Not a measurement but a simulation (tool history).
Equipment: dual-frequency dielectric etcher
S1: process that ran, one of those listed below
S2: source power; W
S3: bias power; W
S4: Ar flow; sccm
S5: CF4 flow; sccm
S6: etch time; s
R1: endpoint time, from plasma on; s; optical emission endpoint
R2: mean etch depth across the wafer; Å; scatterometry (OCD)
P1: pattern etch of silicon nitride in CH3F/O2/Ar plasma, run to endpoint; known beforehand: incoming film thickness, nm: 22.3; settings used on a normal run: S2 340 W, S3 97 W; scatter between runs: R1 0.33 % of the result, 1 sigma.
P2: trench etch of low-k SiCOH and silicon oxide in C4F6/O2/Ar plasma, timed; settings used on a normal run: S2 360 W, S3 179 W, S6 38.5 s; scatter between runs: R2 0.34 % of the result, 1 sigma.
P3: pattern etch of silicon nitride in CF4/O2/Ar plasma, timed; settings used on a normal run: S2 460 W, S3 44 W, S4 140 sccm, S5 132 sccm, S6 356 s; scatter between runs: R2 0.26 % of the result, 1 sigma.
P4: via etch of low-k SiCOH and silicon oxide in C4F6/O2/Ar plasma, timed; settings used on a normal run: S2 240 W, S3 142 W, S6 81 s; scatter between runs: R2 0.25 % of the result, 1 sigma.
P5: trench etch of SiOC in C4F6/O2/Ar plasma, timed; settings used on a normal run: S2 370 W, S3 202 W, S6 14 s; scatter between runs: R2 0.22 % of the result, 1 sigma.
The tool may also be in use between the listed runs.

run	day	S1	S2	S3	S4	S5	S6	R1	R2
1	0.417	P1	340	97				31.604	
2	0.746	P3	460	62	140	132	356		6642.5
3	1.458	P5	370	202			17		369.28
4	2.146	P1	260	59				41.9	
5	2.833	P4	320	142			81		1884.5
6	3.508	P1	340	97				31.575	
7	4.05	P5	370	130			14		265.06
8	4.533	P3	660	44	140	132	356		7980.8
9	5.15	P2	360	179			38.5		1184.9
10	5.542	P3	460	44	140	132	240.5		3943.6
11	6.183	P2	360	144			38.5		1108.5
12	6.688	P1	340	97				31.391	
13	7.4	P2	360	179			38.5		1178.3
14	8.104	P3	460	44	140	132	356		5824.5
15	8.812	P1	340	97				31.588	
16	9.238	P3	460	44	140	87	356		5503.6
17	9.917	P2	220	179			38.5		982.47
18	10.312	P5	370	202			14		303.86
19	10.708	P4	240	142			81		1686.3
20	11.246	P1	470	97				27.975	
21	11.662	P3	460	44	140	132	356		5824.1
22	12.358	P1	340	97				31.54	
23	12.925	P1	220	97				37.136	
24	13.621	P4	240	176			81		1804.3
25	13.954	P2	360	179			21		646.21
# day 14.362: source power generator calibrated
26	14.388	P1	400	121				27.489	
27	14.812	P5	300	202			14		280.42
28	15.338	P1	340	97				31.552	
29	16.05	P4	240	142			48		997.28
30	16.379	P1	340	97				31.504	
31	16.754	P1	340	126				28.576	
32	17.179	P1	340	58				37.794	
33	17.65	P3	460	44	180	132	356		5639.4
34	18.3	P1	340	97				31.456	
35	18.804	P1	340	97				31.588	
36	19.483	P1	340	97				31.69	
37	19.812	P1	340	97				31.833	
38	20.446	P1	340	97				32.146	
# day 20.508: wet clean of the chamber
39	20.962	P1	340	97				31.973	
40	21.325	P1	340	97				32.216	
41	21.729	P1	340	97				32.24	
42	22.108	P1	340	97				32.181	
43	22.45	P1	340	97				32.053	
44	22.825	P1	340	97				32.2	
45	23.308	P1	340	97				32.158	

The output of P1 has drifted from where it used to be. Each of the 2 causes below, taken at the size shown beside it, accounts for the log equally well:
A: bias power that arrives under what is set, % = 4.36
B: source power that arrives under what is set, % = 4.31
At approximately day 18.3, the process output began to creep.
Ruled out, with reasons:
chamber walls in a state that lowers the etch rate, %: serviced after onset, at day 20.508, with no recovery of the prior output

Which of the 4 check runs listed below separates the causes, so that each cause would produce a clearly different result? Each run uses one wafer, and its results are marked with question marks.
check 1	23.792	P5	310	202			14		?
check 2	23.792	P3	460	62	140	132	356		?
check 3	23.792	P4	280	172			81		?
check 4	23.792	P2	250	179			24		?

If the cause were each of the candidates in turn, the checks would give the following:
check	result	if A	if B
check 1	R2	279.55	278.91
check 2	R2	6541.4	6408.1
check 3	R2	1876.6	1871.3
check 4	R2	632.74	631.16
Separation of the two closest causes in each check, using whichever result separates them best: check 1 0.23 %; check 2 2.06 %; check 3 0.28 %; check 4 0.25 %
The other checks would show nearly matching results whichever cause is true, so check 2 is the only one that separates the causes.

After running check 2, the following was obtained: R2 6522.8 Å. Which cause does this point to?

A is the cause: bias power that arrives under what is set, %.
